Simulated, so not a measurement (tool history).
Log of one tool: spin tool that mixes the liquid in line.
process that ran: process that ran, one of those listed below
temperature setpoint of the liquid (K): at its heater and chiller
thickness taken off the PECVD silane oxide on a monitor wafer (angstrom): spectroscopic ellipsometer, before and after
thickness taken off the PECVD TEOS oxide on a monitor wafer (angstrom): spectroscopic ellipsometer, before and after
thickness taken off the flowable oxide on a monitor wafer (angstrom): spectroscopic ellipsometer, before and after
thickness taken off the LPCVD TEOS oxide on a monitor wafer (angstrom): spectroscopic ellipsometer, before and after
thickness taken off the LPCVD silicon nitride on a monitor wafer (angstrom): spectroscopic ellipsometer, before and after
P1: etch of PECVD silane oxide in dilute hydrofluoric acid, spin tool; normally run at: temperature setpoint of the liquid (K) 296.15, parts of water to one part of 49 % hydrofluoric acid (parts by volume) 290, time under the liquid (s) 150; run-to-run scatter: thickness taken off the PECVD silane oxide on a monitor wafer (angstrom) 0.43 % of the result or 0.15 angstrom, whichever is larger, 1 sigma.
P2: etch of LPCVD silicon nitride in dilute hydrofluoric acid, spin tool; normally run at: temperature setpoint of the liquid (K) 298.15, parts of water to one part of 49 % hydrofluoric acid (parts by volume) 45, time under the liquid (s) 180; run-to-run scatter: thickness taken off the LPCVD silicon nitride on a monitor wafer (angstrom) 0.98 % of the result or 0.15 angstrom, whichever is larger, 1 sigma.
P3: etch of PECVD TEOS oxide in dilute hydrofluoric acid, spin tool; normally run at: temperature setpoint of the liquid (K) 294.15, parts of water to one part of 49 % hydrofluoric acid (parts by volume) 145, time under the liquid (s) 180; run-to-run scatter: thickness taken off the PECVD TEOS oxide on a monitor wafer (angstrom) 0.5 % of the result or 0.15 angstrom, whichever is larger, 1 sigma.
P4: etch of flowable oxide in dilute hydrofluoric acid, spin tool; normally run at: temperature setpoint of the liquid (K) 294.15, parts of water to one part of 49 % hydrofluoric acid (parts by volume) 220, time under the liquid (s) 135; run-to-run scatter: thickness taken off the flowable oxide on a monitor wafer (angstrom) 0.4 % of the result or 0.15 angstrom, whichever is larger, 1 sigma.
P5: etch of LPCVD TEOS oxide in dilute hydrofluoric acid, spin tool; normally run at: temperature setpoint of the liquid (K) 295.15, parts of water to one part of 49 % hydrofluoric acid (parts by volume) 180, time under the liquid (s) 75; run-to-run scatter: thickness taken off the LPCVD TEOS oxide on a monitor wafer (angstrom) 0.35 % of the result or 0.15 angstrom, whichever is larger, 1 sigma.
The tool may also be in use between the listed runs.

run   hour  process that ran  temperature setpoint of the liquid (K)  parts of water to one part of 49 % hydrofluoric acid (parts by volume)  time under the liquid (s)  hours since the thermometer was replaced  hours since the hydrofluoric acid flow meter was replaced  thickness taken off the PECVD silane oxide on a monitor wafer (angstrom)  thickness taken off the PECVD TEOS oxide on a monitor wafer (angstrom)  thickness taken off the flowable oxide on a monitor wafer (angstrom)  thickness taken off the LPCVD TEOS oxide on a monitor wafer (angstrom)  thickness taken off the LPCVD silicon nitride on a monitor wafer (angstrom)
  1    4.1                P1                                  296.15                                                                     290                        150                                     310.7                                                      398.5                                                                    92.261
  2    8.5                P1                                  296.15                                                                     290                        150                                     315.1                                                      402.9                                                                    92.833
  3   12.2                P1                                  303.15                                                                     510                        150                                     318.8                                                      406.6                                                                    53.887
  4   17.8                P3                                  294.15                                                                     145                        180                                     324.4                                                      412.2                                                                                                                                            247.46
  5   21.0                P1                                  296.15                                                                     290                        150                                     327.6                                                      415.4                                                                    92.179
  6   25.2                P4                                  294.15                                                                     220                        135                                     331.8                                                      419.6                                                                                                                                                                                                                 134.320
  7   28.1                P5                                  295.15                                                                     180                         75                                     334.7                                                      422.5                                                                                                                                                                                                                                                                                         103.610
  8   33.0                P4                                  294.15                                                                     355                        135                                     339.6                                                      427.4                                                                                                                                                                                                                  73.677
  9   38.2                P4                                  294.15                                                                     220                        240                                     344.8                                                      432.6                                                                                                                                                                                                                 240.660
 10   42.8                P3                                  294.15                                                                     260                        180                                     349.4                                                      437.2                                                                                                                                            124.02
 11   47.2                P3                                  294.15                                                                     145                        180                                     353.8                                                      441.6                                                                                                                                            249.03
 12   50.3                P1                                  296.15                                                                     290                        225                                     356.9                                                      444.7                                                                   138.580
 13   55.6                P1                                  301.65                                                                     290                        150                                     362.2                                                      450.0                                                                   111.200
 14   60.8                P4                                  294.15                                                                     220                        135                                     367.4                                                      455.2                                                                                                                                                                                                                 134.760
 15   66.8                P2                                  305.65                                                                      45                        180                                     373.4                                                      461.2                                                                                                                                                                                                                                                                                                                                                                       36.770
 16   70.5                P5                                  295.15                                                                     180                         40                                     377.1                                                      464.9                                                                                                                                                                                                                                                                                          55.347
 17   74.6                P3                                  294.15                                                                     145                        320                                     381.2                                                      469.0                                                                                                                                            440.20
 18   80.3                P1                                  296.15                                                                     165                        150                                     386.9                                                      474.7                                                                   184.250
 19   84.5                P5                                  302.65                                                                     180                         75                                     391.1                                                      478.9                                                                                                                                                                                                                                                                                         136.900
 20   89.3                P5                                  295.15                                                                     180                         75                                     395.9                                                      483.7                                                                                                                                                                                                                                                                                         103.940
 21   93.7                P3                                  290.15                                                                     145                        180                                     400.3                                                      488.1                                                                                                                                            211.94
 22   97.7                P1                                  302.65                                                                     495                        150                                     404.3                                                      492.1                                                                    55.334
 23  100.6                P2                                  298.15                                                                      45                        335                                     407.2                                                      495.0                                                                                                                                                                                                                                                                                                                                                                       41.678
 24  105.9                P1                                  296.15                                                                     290                        150                                     412.5                                                      500.3                                                                    92.899
 25  110.4                P1                                  296.15                                                                     415                        150                                     417.0                                                      504.8                                                                    57.164
 26  116.2                P1                                  296.15                                                                     290                        150                                     422.8                                                      510.6                                                                    92.670
 27  119.7                P4                                  301.65                                                                     220                        135                                     426.3                                                      514.1                                                                                                                                                                                                                 176.310
 28  122.8                P2                                  298.15                                                                      75                        180                                     429.4                                                      517.2                                                                                                                                                                                                                                                                                                                                                                       13.499
 29  128.2                P2                                  298.15                                                                      45                        180                                     434.8                                                      522.6                                                                                                                                                                                                                                                                                                                                                                       22.441
 30  132.1                P1                                  301.15                                                                     290                        265                                     438.7                                                      526.5                                                                   192.900
 31  138.0                P1                                  290.15                                                                     290                        150                                     444.6                                                      532.4                                                                    73.945
 32  141.1                P2                                  298.15                                                                      45                        180                                     447.7                                                      535.5                                                                                                                                                                                                                                                                                                                                                                       23.037
 33  144.2                P5                                  295.15                                                                     250                         75                                     450.8                                                      538.6                                                                                                                                                                                                                                                                                          68.953
 34  150.1                P1                                  296.15                                                                     290                        150                                     456.7                                                      544.5                                                                    92.366
 35  155.8                P1                                  296.15                                                                     290                         30                                     462.4                                                      550.2                                                                    18.336
 36  160.5                P1                                  296.15                                                                     290                        150                                     467.1                                                      554.9                                                                    92.519
 37  166.0                P1                                  296.15                                                                     290                        150                                     472.6                                                      560.4                                                                    89.247
 38  170.1                P1                                  296.15                                                                     290                        150                                     476.7                                                      564.5                                                                    88.079
 39  173.0                P1                                  296.15                                                                     290                        150                                     479.6                                                      567.4                                                                    87.438
 40  178.5                P1                                  296.15                                                                     290                        150                                     485.1                                                      572.9                                                                    85.981
 41  181.4                P1                                  296.15                                                                     290                        150                                     488.0                                                      575.8                                                                    85.163
 42  184.9                P1                                  296.15                                                                     290                        150                                     491.5                                                      579.3                                                                    86.290
 43  187.4                P1                                  296.15                                                                     290                        150                                     494.0                                                      581.8                                                                    85.483
 44  190.2                P1                                  296.15                                                                     290                        150                                     496.8                                                      584.6                                                                    85.673
 45  194.7                P1                                  296.15                                                                     290                        150                                     501.3                                                      589.1                                                                    84.961
 46  200.2                P1                                  296.15                                                                     290                        150                                     506.8                                                      594.6                                                                    84.556

What P1 gives has crept away from where it was. These 2 causes fit the log equally well, each at the size given:
A: liquid colder than its thermometer reads (K) = 2.27
B: hydrofluoric acid flow below the setpoint (%) = 6.12
The creep began at about hour 160.5.

4 check runs are offered, each on 2 wafers whose results are averaged, their results left as question marks. Which one tells the causes apart?
check 1  205.7                P5                                  302.15                                                                     180                         75                                                                                                                                                                                                                                                                                                                                                                                                    ?
check 2  205.7                P3                                  294.15                                                                     255                        180                                                                                                                                                                                                                                                      ?
check 3  205.7                P4                                  294.15                                                                     330                        135                                                                                                                                                                                                                                                                                                                            ?
check 4  205.7                P2                                  298.15                                                                      75                        280                                                                                                                                                                                                                                                                                                                                                                                                                                                                                 ?

What each check would give under each cause:
  check                                                                       result     if A     if B
check 1       thickness taken off the LPCVD TEOS oxide on a monitor wafer (angstrom)  123.620  124.120
check 2       thickness taken off the PECVD TEOS oxide on a monitor wafer (angstrom)   116.31   117.04
check 3         thickness taken off the flowable oxide on a monitor wafer (angstrom)   74.944   74.913
check 4  thickness taken off the LPCVD silicon nitride on a monitor wafer (angstrom)   18.278   19.982
How far apart the two closest causes lie, in the result that separates them most: check 1 0.41 %; check 2 0.63 %; check 3 0.04 %; check 4 8.91 %
Check 4 tells the causes apart: in the others they would give nearly the same result.

Then check 4 was run and gave: thickness taken off the LPCVD silicon nitride on a monitor wafer (angstrom) 20.006. Which cause is it?

It is B: hydrofluoric acid flow below the setpoint (%).

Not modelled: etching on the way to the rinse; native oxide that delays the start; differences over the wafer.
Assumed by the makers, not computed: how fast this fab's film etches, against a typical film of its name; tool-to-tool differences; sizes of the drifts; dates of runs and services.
